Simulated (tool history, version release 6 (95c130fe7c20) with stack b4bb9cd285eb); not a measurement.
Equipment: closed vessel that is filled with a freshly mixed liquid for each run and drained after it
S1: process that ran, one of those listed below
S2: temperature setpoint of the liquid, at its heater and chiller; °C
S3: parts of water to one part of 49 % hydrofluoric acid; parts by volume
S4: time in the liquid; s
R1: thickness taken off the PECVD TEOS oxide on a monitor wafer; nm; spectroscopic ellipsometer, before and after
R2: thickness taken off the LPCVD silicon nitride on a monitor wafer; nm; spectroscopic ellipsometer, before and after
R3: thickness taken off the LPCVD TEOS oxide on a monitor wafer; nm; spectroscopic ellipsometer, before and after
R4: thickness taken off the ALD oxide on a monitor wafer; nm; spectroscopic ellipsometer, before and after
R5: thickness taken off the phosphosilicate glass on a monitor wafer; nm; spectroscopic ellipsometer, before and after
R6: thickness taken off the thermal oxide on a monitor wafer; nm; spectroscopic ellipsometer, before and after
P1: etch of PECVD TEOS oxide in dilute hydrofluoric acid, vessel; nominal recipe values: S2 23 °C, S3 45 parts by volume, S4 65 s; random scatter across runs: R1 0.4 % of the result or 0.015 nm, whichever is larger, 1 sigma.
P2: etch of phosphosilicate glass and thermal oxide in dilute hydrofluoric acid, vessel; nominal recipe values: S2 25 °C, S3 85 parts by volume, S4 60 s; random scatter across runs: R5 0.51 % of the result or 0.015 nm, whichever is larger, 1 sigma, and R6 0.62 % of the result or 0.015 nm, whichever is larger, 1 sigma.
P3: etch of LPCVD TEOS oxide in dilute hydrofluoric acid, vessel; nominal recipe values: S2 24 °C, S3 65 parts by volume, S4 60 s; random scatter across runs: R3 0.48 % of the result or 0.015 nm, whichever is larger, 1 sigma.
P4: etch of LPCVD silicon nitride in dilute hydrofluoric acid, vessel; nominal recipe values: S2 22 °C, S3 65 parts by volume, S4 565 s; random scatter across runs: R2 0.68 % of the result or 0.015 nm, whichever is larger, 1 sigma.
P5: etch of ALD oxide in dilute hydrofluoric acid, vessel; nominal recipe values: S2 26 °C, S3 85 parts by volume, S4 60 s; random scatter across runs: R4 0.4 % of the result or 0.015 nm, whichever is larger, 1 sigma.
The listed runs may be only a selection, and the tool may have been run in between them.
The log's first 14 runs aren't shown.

| run | hour | S1 | S2 | S3 | S4 | R1 | R2 | R3 | R4 | R5 | R6 |
|---|---|---|---|---|---|---|---|---|---|---|---|
| 15 | 52.2 | P1 | 23 | 45 | 65 | 17.568 |  |  |  |  |  |
| 16 | 56.2 | P3 | 24 | 65 | 30 |  |  | 8.1003 |  |  |  |
| 17 | 58.9 | P4 | 22 | 115 | 565 |  | 2.378 |  |  |  |  |
| 18 | 62.6 | P5 | 26 | 85 | 110 |  |  |  | 31.386 |  |  |
| 19 | 67.2 | P1 | 23 | 60 | 65 | 13.002 |  |  |  |  |  |
| 20 | 70 | P2 | 18.5 | 85 | 60 |  |  |  |  | 112.86 | 2.6339 |
| 21 | 72.5 | P1 | 23 | 20 | 65 | 40.998 |  |  |  |  |  |
| 22 | 75.2 | P1 | 23 | 20 | 35 | 21.961 |  |  |  |  |  |
| 23 | 77.4 | P1 | 23 | 45 | 65 | 17.629 |  |  |  |  |  |
| 24 | 80.1 | P3 | 24 | 20 | 60 |  |  | 55.414 |  |  |  |
| 25 | 83.2 | P1 | 27 | 45 | 30 | 9.6325 |  |  |  |  |  |
| 26 | 86.3 | P5 | 26 | 135 | 60 |  |  |  | 10.143 |  |  |
|  | 86.7 | hydrofluoric acid flow meter replaced |
| 27 | 90.5 | P1 | 23 | 45 | 30 | 8.1735 |  |  |  |  |  |
|  | 93.6 | thermometer replaced |
| 28 | 94.5 | P5 | 32 | 85 | 60 |  |  |  | 21.63 |  |  |
| 29 | 96.7 | P4 | 22 | 65 | 565 |  | 4.1461 |  |  |  |  |
| 30 | 99.8 | P1 | 23 | 45 | 65 | 17.69 |  |  |  |  |  |
| 31 | 104.4 | P1 | 23 | 45 | 65 | 17.604 |  |  |  |  |  |
| 32 | 108.7 | P1 | 23 | 45 | 65 | 18.453 |  |  |  |  |  |
| 33 | 112.5 | P1 | 23 | 45 | 65 | 18.607 |  |  |  |  |  |
| 34 | 116.8 | P1 | 23 | 45 | 65 | 18.823 |  |  |  |  |  |
| 35 | 119.2 | P1 | 23 | 45 | 65 | 19.06 |  |  |  |  |  |
| 36 | 123.9 | P1 | 23 | 45 | 65 | 19.11 |  |  |  |  |  |

What will run 37 give?
| 37 | 128.3 | P1 | 23 | 45 | 65 | ? |  |  |  |  |  |

For run 37 the tool returned R1 19.234 nm.
